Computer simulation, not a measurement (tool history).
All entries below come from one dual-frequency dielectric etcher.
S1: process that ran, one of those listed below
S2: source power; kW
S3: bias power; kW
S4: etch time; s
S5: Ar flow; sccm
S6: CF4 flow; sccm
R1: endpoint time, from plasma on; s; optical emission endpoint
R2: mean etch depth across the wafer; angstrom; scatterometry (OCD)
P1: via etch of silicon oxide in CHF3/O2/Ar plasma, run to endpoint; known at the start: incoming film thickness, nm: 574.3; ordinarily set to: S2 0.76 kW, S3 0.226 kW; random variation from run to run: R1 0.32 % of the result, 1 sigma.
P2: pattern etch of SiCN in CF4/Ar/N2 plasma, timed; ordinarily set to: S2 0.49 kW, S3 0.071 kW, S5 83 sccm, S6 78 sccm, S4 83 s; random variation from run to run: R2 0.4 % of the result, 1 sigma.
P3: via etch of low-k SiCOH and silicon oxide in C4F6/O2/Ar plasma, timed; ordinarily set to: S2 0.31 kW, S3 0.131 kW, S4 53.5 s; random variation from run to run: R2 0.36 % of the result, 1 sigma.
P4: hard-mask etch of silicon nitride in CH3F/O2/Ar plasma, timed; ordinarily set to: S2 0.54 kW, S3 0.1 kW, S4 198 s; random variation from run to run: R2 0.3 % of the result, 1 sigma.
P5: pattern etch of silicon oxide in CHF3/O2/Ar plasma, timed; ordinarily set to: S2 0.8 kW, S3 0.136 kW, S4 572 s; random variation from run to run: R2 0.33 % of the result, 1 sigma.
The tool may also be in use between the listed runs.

| run | hour | S1 | S2 | S3 | S4 | S5 | S6 | R1 | R2 |
|---|---|---|---|---|---|---|---|---|---|
| 1 | 4.3 | P1 | 0.76 | 0.226 |  |  |  | 250.71 |  |
| 2 | 8.2 | P5 | 0.8 | 0.136 | 572 |  |  |  | 11443 |
| 3 | 11.4 | P2 | 0.49 | 0.056 | 83 | 83 | 78 |  | 758.39 |
| 4 | 13.9 | P3 | 0.22 | 0.131 | 53.5 |  |  |  | 983.29 |
|  | 15.1 | bias power generator calibrated |
| 5 | 17.6 | P1 | 0.76 | 0.226 |  |  |  | 249.95 |  |
| 6 | 20.2 | P2 | 0.49 | 0.071 | 83 | 83 | 78 |  | 816.08 |
| 7 | 23.7 | P4 | 0.54 | 0.1 | 291 |  |  |  | 2526.8 |
| 8 | 27.5 | P1 | 0.52 | 0.158 |  |  |  | 326.2 |  |
| 9 | 30.4 | P3 | 0.31 | 0.087 | 53.5 |  |  |  | 1004.1 |
| 10 | 33.1 | P5 | 0.8 | 0.188 | 572 |  |  |  | 12674 |
| 11 | 36.8 | P2 | 0.49 | 0.071 | 83 | 83 | 94 |  | 839.32 |
| 12 | 40.6 | P4 | 0.54 | 0.138 | 198 |  |  |  | 1930.9 |
| 13 | 44.3 | P3 | 0.31 | 0.131 | 53.5 |  |  |  | 1123.1 |
| 14 | 47.4 | P5 | 0.6 | 0.136 | 572 |  |  |  | 10199 |
| 15 | 51.1 | P1 | 0.98 | 0.226 |  |  |  | 227.76 |  |
| 16 | 55.9 | P4 | 0.44 | 0.1 | 198 |  |  |  | 1583 |
| 17 | 60.9 | P2 | 0.64 | 0.071 | 83 | 83 | 78 |  | 1032.8 |
| 18 | 65.8 | P3 | 0.31 | 0.131 | 31 |  |  |  | 657.93 |
| 19 | 70.8 | P5 | 0.8 | 0.136 | 726 |  |  |  | 14417 |
| 20 | 75 | P4 | 0.54 | 0.1 | 198 |  |  |  | 1720.2 |
| 21 | 77.9 | P1 | 0.76 | 0.226 |  |  |  | 252.58 |  |
| 22 | 80.9 | P1 | 0.76 | 0.226 |  |  |  | 250.17 |  |

What does the tool deliver on the next run?
| 23 | 85.4 | P1 | 0.76 | 0.286 |  |  |  | ? |  |

{"run 23": {"R1": 232.19}}
